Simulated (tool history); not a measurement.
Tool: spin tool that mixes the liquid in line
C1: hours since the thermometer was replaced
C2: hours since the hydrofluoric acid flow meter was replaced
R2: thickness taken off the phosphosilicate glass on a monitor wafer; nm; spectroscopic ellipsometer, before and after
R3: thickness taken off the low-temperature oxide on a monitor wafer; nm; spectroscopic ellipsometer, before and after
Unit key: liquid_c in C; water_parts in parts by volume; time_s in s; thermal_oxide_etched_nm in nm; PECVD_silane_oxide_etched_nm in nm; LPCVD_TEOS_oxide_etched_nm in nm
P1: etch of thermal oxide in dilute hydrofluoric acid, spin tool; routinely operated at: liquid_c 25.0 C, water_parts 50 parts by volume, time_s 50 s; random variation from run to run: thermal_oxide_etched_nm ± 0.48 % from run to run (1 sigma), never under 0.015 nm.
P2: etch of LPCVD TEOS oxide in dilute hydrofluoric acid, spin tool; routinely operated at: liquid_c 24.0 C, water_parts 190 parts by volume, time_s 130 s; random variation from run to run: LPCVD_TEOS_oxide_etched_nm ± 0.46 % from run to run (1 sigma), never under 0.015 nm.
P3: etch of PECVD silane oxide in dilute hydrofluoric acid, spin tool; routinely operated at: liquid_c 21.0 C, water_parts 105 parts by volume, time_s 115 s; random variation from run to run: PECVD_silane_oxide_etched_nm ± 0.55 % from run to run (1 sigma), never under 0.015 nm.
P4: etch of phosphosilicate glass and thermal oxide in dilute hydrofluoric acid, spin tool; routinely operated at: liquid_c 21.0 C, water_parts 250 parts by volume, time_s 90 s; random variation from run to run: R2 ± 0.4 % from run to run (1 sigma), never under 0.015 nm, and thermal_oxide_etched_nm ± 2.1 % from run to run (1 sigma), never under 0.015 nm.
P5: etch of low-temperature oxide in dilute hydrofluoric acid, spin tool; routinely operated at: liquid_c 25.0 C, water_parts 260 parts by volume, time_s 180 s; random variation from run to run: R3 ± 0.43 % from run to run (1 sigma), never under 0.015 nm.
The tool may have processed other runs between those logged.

run 1 hour=5.5 | process=P1 liquid_c=25.0 water_parts=50 time_s=50 | C1=381.4 C2=793.0 | thermal_oxide_etched_nm=5.2889
run 2 hour=12.0 | process=P1 liquid_c=17.0 water_parts=50 time_s=50 | C1=387.9 C2=799.5 | thermal_oxide_etched_nm=3.7208
run 3 hour=20.0 | process=P1 liquid_c=25.0 water_parts=50 time_s=50 | C1=395.9 C2=807.5 | thermal_oxide_etched_nm=5.2558
run 4 hour=24.8 | process=P1 liquid_c=25.0 water_parts=50 time_s=50 | C1=400.7 C2=812.3 | thermal_oxide_etched_nm=5.2528
run 5 hour=29.6 | process=P4 liquid_c=21.0 water_parts=60 time_s=90 | C1=405.5 C2=817.1 | thermal_oxide_etched_nm=6.7851 R2=90.711
run 6 hour=38.4 | process=P4 liquid_c=21.0 water_parts=250 time_s=90 | C1=414.3 C2=825.9 | thermal_oxide_etched_nm=1.2704 R2=17.820
run 7 hour=44.4 | process=P5 liquid_c=25.0 water_parts=260 time_s=15 | C1=420.3 C2=831.9 | R3=0.80109
run 8 hour=52.5 | process=P4 liquid_c=17.0 water_parts=250 time_s=90 | C1=428.4 C2=840.0 | thermal_oxide_etched_nm=1.1389 R2=15.222
run 9 hour=58.1 | process=P5 liquid_c=32.5 water_parts=260 time_s=180 | C1=434.0 C2=845.6 | R3=12.71000
run 10 hour=63.6 | process=P1 liquid_c=29.5 water_parts=50 time_s=50 | C1=439.5 C2=851.1 | thermal_oxide_etched_nm=6.2923
run 11 hour=69.1 | process=P5 liquid_c=25.0 water_parts=475 time_s=180 | C1=445.0 C2=856.6 | R3=4.36670
run 12 hour=78.6 | process=P3 liquid_c=21.0 water_parts=50 time_s=115 | C1=454.5 C2=866.1 | PECVD_silane_oxide_etched_nm=71.945
run 13 hour=84.1 | process=P1 liquid_c=25.0 water_parts=80 time_s=50 | C1=460.0 C2=871.6 | thermal_oxide_etched_nm=3.1458
run 14 hour=89.2 | process=P1 liquid_c=25.0 water_parts=85 time_s=70 | C1=465.1 C2=876.7 | thermal_oxide_etched_nm=4.0999
run 15 hour=98.7 | process=P2 liquid_c=24.0 water_parts=35 time_s=130 | C1=474.6 C2=886.2 | LPCVD_TEOS_oxide_etched_nm=140.930
run 16 hour=106.2 | process=P3 liquid_c=21.0 water_parts=105 time_s=115 | C1=482.1 C2=893.7 | PECVD_silane_oxide_etched_nm=32.049
run 17 hour=115.2 | process=P5 liquid_c=25.0 water_parts=260 time_s=180 | C1=491.1 C2=902.7 | R3=9.81610
run 18 hour=121.6 | process=P1 liquid_c=25.0 water_parts=50 time_s=85 | C1=497.5 C2=909.1 | thermal_oxide_etched_nm=8.9048
run 19 hour=126.7 | process=P3 liquid_c=17.0 water_parts=105 time_s=115 | C1=502.6 C2=914.2 | PECVD_silane_oxide_etched_nm=27.489
run 20 hour=136.1 | process=P3 liquid_c=21.0 water_parts=105 time_s=115 | C1=512.0 C2=923.6 | PECVD_silane_oxide_etched_nm=32.374
run 21 hour=145.3 | process=P3 liquid_c=21.0 water_parts=105 time_s=200 | C1=521.2 C2=932.8 | PECVD_silane_oxide_etched_nm=55.793
run 22 hour=152.8 | process=P1 liquid_c=25.0 water_parts=50 time_s=50 | C1=528.7 C2=940.3 | thermal_oxide_etched_nm=5.2397
run 23 hour=159.2 | process=P2 liquid_c=24.0 water_parts=190 time_s=130 | C1=535.1 C2=946.7 | LPCVD_TEOS_oxide_etched_nm=21.375
run 24 hour=165.1 | process=P1 liquid_c=25.0 water_parts=50 time_s=25 | C1=541.0 C2=952.6 | thermal_oxide_etched_nm=2.6130
run 25 hour=170.3 | process=P4 liquid_c=21.0 water_parts=250 time_s=90 | C1=546.2 C2=957.8 | thermal_oxide_etched_nm=1.3728 R2=17.854
run 26 hour=176.7 | process=P2 liquid_c=24.0 water_parts=190 time_s=25 | C1=552.6 C2=964.2 | LPCVD_TEOS_oxide_etched_nm=4.192
run 27 hour=181.5 | process=P4 liquid_c=21.0 water_parts=250 time_s=160 | C1=557.4 C2=969.0 | thermal_oxide_etched_nm=2.2759 R2=31.535
run 28 hour=191.0 | process=P2 liquid_c=24.0 water_parts=190 time_s=130 | C1=566.9 C2=978.5 | LPCVD_TEOS_oxide_etched_nm=21.469
run 29 hour=198.1 | process=P1 liquid_c=25.0 water_parts=20 time_s=50 | C1=574.0 C2=985.6 | thermal_oxide_etched_nm=13.6680
run 30 hour=204.3 | process=P5 liquid_c=25.0 water_parts=260 time_s=180 | C1=580.2 C2=991.8 | R3=9.82880
run 31 hour=212.2 | process=P1 liquid_c=25.0 water_parts=50 time_s=50 | C1=588.1 C2=999.7 | thermal_oxide_etched_nm=5.2116
run 32 hour=216.7 | process=P2 liquid_c=17.0 water_parts=190 time_s=130 | C1=592.6 C2=1004.2 | LPCVD_TEOS_oxide_etched_nm=16.408
run 33 hour=222.0 | process=P1 liquid_c=25.0 water_parts=50 time_s=50 | C1=597.9 C2=1009.5 | thermal_oxide_etched_nm=5.2339
run 34 hour=227.8 | process=P1 liquid_c=25.0 water_parts=50 time_s=50 | C1=603.7 C2=1015.3 | thermal_oxide_etched_nm=5.4885
run 35 hour=232.2 | process=P1 liquid_c=25.0 water_parts=50 time_s=50 | C1=608.1 C2=1019.7 | thermal_oxide_etched_nm=5.5855

Run 36 has not been measured yet. What should we expect?
run 36 hour=237.0 | process=P1 liquid_c=25.0 water_parts=50 time_s=50 | C1=612.9 C2=1024.5 | thermal_oxide_etched_nm=?

thermal_oxide_etched_nm: 5.5792 nm
